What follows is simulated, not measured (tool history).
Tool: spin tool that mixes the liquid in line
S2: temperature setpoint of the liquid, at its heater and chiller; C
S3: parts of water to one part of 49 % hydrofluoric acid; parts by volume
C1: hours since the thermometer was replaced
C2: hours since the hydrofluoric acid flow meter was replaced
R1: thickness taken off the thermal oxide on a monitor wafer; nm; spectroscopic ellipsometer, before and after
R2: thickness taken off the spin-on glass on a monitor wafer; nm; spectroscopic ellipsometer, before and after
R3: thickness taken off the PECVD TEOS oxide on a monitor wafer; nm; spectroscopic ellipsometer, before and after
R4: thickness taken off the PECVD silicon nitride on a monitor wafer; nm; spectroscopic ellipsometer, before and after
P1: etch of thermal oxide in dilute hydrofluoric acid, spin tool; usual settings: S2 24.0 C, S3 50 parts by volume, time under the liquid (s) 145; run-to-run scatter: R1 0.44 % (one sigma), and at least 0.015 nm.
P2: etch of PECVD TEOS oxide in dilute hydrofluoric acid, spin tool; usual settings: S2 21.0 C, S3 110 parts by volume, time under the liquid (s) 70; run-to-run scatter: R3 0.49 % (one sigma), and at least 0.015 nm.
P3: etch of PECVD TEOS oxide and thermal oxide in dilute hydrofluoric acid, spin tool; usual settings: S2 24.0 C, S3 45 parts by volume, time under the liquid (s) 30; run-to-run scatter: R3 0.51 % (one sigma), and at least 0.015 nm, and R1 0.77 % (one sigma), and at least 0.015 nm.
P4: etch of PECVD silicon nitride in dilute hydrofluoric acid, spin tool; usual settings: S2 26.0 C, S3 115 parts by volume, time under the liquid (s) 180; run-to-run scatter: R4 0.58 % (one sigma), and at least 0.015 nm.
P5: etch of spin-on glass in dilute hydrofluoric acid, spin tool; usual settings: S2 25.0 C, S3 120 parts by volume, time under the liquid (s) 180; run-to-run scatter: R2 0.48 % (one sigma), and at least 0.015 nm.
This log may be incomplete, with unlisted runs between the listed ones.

{"run": 1, "hour": 13.8, "process that ran": "P1", "S2": 24.0, "S3": 50, "time under the liquid (s)": 145, "C1": 650.9, "C2": 135.9, "R1": 15.04}
{"run": 2, "hour": 26.7, "process that ran": "P5", "S2": 25.0, "S3": 120, "time under the liquid (s)": 180, "C1": 663.8, "C2": 148.8, "R2": 46.846}
{"run": 3, "hour": 35.9, "process that ran": "P2", "S2": 21.0, "S3": 195, "time under the liquid (s)": 70, "C1": 673.0, "C2": 158.0, "R3": 3.302}
{"run": 4, "hour": 43.2, "process that ran": "P4", "S2": 26.0, "S3": 115, "time under the liquid (s)": 180, "C1": 680.3, "C2": 165.3, "R4": 3.7567}
{"run": 5, "hour": 55.8, "process that ran": "P3", "S2": 28.0, "S3": 45, "time under the liquid (s)": 30, "C1": 692.9, "C2": 177.9, "R1": 4.13, "R3": 8.7047}
{"run": 6, "hour": 67.7, "process that ran": "P4", "S2": 33.0, "S3": 115, "time under the liquid (s)": 180, "C1": 704.8, "C2": 189.8, "R4": 5.7652}
{"run": 7, "hour": 79.7, "process that ran": "P5", "S2": 25.0, "S3": 195, "time under the liquid (s)": 180, "C1": 716.8, "C2": 201.8, "R2": 26.24}
{"run": 8, "hour": 94.7, "process that ran": "P3", "S2": 24.0, "S3": 45, "time under the liquid (s)": 50, "C1": 731.8, "C2": 216.8, "R1": 5.862, "R3": 12.383}
{"run": 9, "hour": 106.0, "process that ran": "P1", "S2": 24.0, "S3": 50, "time under the liquid (s)": 40, "C1": 743.1, "C2": 228.1, "R1": 4.1388}
{"run": 10, "hour": 121.2, "process that ran": "P1", "S2": 24.0, "S3": 50, "time under the liquid (s)": 270, "C1": 758.3, "C2": 243.3, "R1": 27.642}
{"run": 11, "hour": 132.0, "process that ran": "P1", "S2": 17.0, "S3": 50, "time under the liquid (s)": 145, "C1": 769.1, "C2": 254.1, "R1": 11.119}
{"run": 12, "hour": 144.8, "process that ran": "P2", "S2": 28.0, "S3": 110, "time under the liquid (s)": 70, "C1": 781.9, "C2": 266.9, "R3": 8.3804}
{"run": 13, "hour": 156.9, "process that ran": "P1", "S2": 24.0, "S3": 50, "time under the liquid (s)": 145, "C1": 794.0, "C2": 279.0, "R1": 14.918}
{"run": 14, "hour": 166.9, "process that ran": "P5", "S2": 25.0, "S3": 120, "time under the liquid (s)": 180, "C1": 804.0, "C2": 289.0, "R2": 46.699}
{"run": 15, "hour": 177.3, "process that ran": "P1", "S2": 24.0, "S3": 75, "time under the liquid (s)": 145, "C1": 814.4, "C2": 299.4, "R1": 9.6408}
{"run": 16, "hour": 185.8, "process that ran": "P1", "S2": 29.0, "S3": 85, "time under the liquid (s)": 145, "C1": 822.9, "C2": 307.9, "R1": 10.256}
{"run": 17, "hour": 195.8, "process that ran": "P4", "S2": 26.0, "S3": 115, "time under the liquid (s)": 180, "C1": 832.9, "C2": 317.9, "R4": 3.6933}
{"run": 18, "hour": 209.9, "process that ran": "P3", "S2": 24.0, "S3": 45, "time under the liquid (s)": 30, "C1": 847.0, "C2": 332.0, "R1": 3.4312, "R3": 7.3819}
{"run": 19, "hour": 224.4, "process that ran": "P1", "S2": 24.0, "S3": 20, "time under the liquid (s)": 145, "C1": 861.5, "C2": 346.5, "R1": 38.96}
{"run": 20, "hour": 232.9, "process that ran": "P1", "S2": 24.0, "S3": 50, "time under the liquid (s)": 145, "C1": 870.0, "C2": 355.0, "R1": 14.872}
{"run": 21, "hour": 240.9, "process that ran": "P1", "S2": 24.0, "S3": 50, "time under the liquid (s)": 145, "C1": 878.0, "C2": 363.0, "R1": 14.868}
{"hour": 241.7, "done": "hydrofluoric acid flow meter replaced"}
{"run": 22, "hour": 248.2, "process that ran": "P1", "S2": 24.0, "S3": 50, "time under the liquid (s)": 145, "C1": 885.3, "C2": 6.6, "R1": 15.075}
{"run": 23, "hour": 258.0, "process that ran": "P2", "S2": 21.0, "S3": 110, "time under the liquid (s)": 70, "C1": 895.1, "C2": 16.4, "R3": 6.4321}
{"run": 24, "hour": 269.2, "process that ran": "P4", "S2": 26.0, "S3": 115, "time under the liquid (s)": 40, "C1": 906.3, "C2": 27.6, "R4": 0.79338}
{"run": 25, "hour": 280.0, "process that ran": "P3", "S2": 24.0, "S3": 30, "time under the liquid (s)": 30, "C1": 917.1, "C2": 38.4, "R1": 5.331, "R3": 11.387}
{"run": 26, "hour": 291.0, "process that ran": "P1", "S2": 24.0, "S3": 50, "time under the liquid (s)": 145, "C1": 928.1, "C2": 49.4, "R1": 14.961}
{"run": 27, "hour": 304.7, "process that ran": "P4", "S2": 26.0, "S3": 55, "time under the liquid (s)": 180, "C1": 941.8, "C2": 63.1, "R4": 7.7107}
{"run": 28, "hour": 319.5, "process that ran": "P1", "S2": 30.5, "S3": 50, "time under the liquid (s)": 145, "C1": 956.6, "C2": 77.9, "R1": 19.39}
{"run": 29, "hour": 327.9, "process that ran": "P5", "S2": 17.0, "S3": 120, "time under the liquid (s)": 180, "C1": 965.0, "C2": 86.3, "R2": 33.665}
{"run": 30, "hour": 335.2, "process that ran": "P5", "S2": 25.0, "S3": 120, "time under the liquid (s)": 15, "C1": 972.3, "C2": 93.6, "R2": 3.9281}
{"run": 31, "hour": 349.2, "process that ran": "P2", "S2": 21.0, "S3": 110, "time under the liquid (s)": 30, "C1": 986.3, "C2": 107.6, "R3": 2.7644}
{"run": 32, "hour": 363.2, "process that ran": "P1", "S2": 24.0, "S3": 50, "time under the liquid (s)": 145, "C1": 1000.3, "C2": 121.6, "R1": 14.98}
{"run": 33, "hour": 376.5, "process that ran": "P1", "S2": 24.0, "S3": 50, "time under the liquid (s)": 145, "C1": 1013.6, "C2": 134.9, "R1": 15.451}
{"run": 34, "hour": 384.0, "process that ran": "P1", "S2": 24.0, "S3": 50, "time under the liquid (s)": 145, "C1": 1021.1, "C2": 142.4, "R1": 15.574}
{"run": 35, "hour": 395.3, "process that ran": "P1", "S2": 24.0, "S3": 50, "time under the liquid (s)": 145, "C1": 1032.4, "C2": 153.7, "R1": 15.757}
{"run": 36, "hour": 405.9, "process that ran": "P1", "S2": 24.0, "S3": 50, "time under the liquid (s)": 145, "C1": 1043.0, "C2": 164.3, "R1": 15.918}
{"run": 37, "hour": 415.4, "process that ran": "P1", "S2": 24.0, "S3": 50, "time under the liquid (s)": 145, "C1": 1052.5, "C2": 173.8, "R1": 15.988}
{"run": 38, "hour": 423.0, "process that ran": "P1", "S2": 24.0, "S3": 50, "time under the liquid (s)": 145, "C1": 1060.1, "C2": 181.4, "R1": 16.14}
{"run": 39, "hour": 435.8, "process that ran": "P1", "S2": 24.0, "S3": 50, "time under the liquid (s)": 145, "C1": 1072.9, "C2": 194.2, "R1": 16.222}
{"run": 40, "hour": 446.8, "process that ran": "P1", "S2": 24.0, "S3": 50, "time under the liquid (s)": 145, "C1": 1083.9, "C2": 205.2, "R1": 16.234}
{"run": 41, "hour": 454.1, "process that ran": "P1", "S2": 24.0, "S3": 50, "time under the liquid (s)": 145, "C1": 1091.2, "C2": 212.5, "R1": 16.238}
{"run": 42, "hour": 469.0, "process that ran": "P1", "S2": 24.0, "S3": 50, "time under the liquid (s)": 145, "C1": 1106.1, "C2": 227.4, "R1": 16.25}
{"run": 43, "hour": 483.3, "process that ran": "P1", "S2": 24.0, "S3": 50, "time under the liquid (s)": 145, "C1": 1120.4, "C2": 241.7, "R1": 16.277}

Compared with where it was, what P1 gives has crept away. Each cause listed below fits the log as well as the rest, at the size given for it:
A: liquid hotter than its thermometer reads (K) = 2.07
B: hydrofluoric acid flow above the setpoint (%) = 8.24
The gradual shift began around hour 363.2.

Which of the 4 check runs listed below separates the causes, so that each cause would produce a clearly different result? Each run uses one wafer, and its results are marked with question marks.
{"run": "check 1", "hour": 497.6, "process that ran": "P3", "S2": 24.0, "S3": 45, "time under the liquid (s)": 30, "R1": "?", "R3": "?"}
{"run": "check 2", "hour": 497.6, "process that ran": "P5", "S2": 25.0, "S3": 120, "time under the liquid (s)": 180, "R2": "?"}
{"run": "check 3", "hour": 497.6, "process that ran": "P4", "S2": 26.0, "S3": 115, "time under the liquid (s)": 180, "R4": "?"}
{"run": "check 4", "hour": 497.6, "process that ran": "P2", "S2": 21.0, "S3": 110, "time under the liquid (s)": 70, "R3": "?"}

What every check run would give for each of its results, assuming each possible cause in turn:
check=check_1 result=R1 if_A=3.8169 if_B=3.8132
check=check_1 result=R3 if_A=8.0995 if_B=8.0916
check=check_2 result=R2 if_A=50.5260 if_B=51.0940
check=check_3 result=R4 if_A=4.27030 if_B=4.04810
check=check_4 result=R3 if_A=6.9322 if_B=6.9719
Per-check spread between the two closest causes, in the result where they differ most: check 1 0.1 %; check 2 1.12 %; check 3 5.34 %; check 4 0.57 %
Check 3 is the one run that separates the causes; every other check would come out nearly the same whichever cause is at work.

With check 3 done, the readings were: R4 4.28440 nm. Identify which of the listed causes applies.

The cause is A: liquid hotter than its thermometer reads (K).
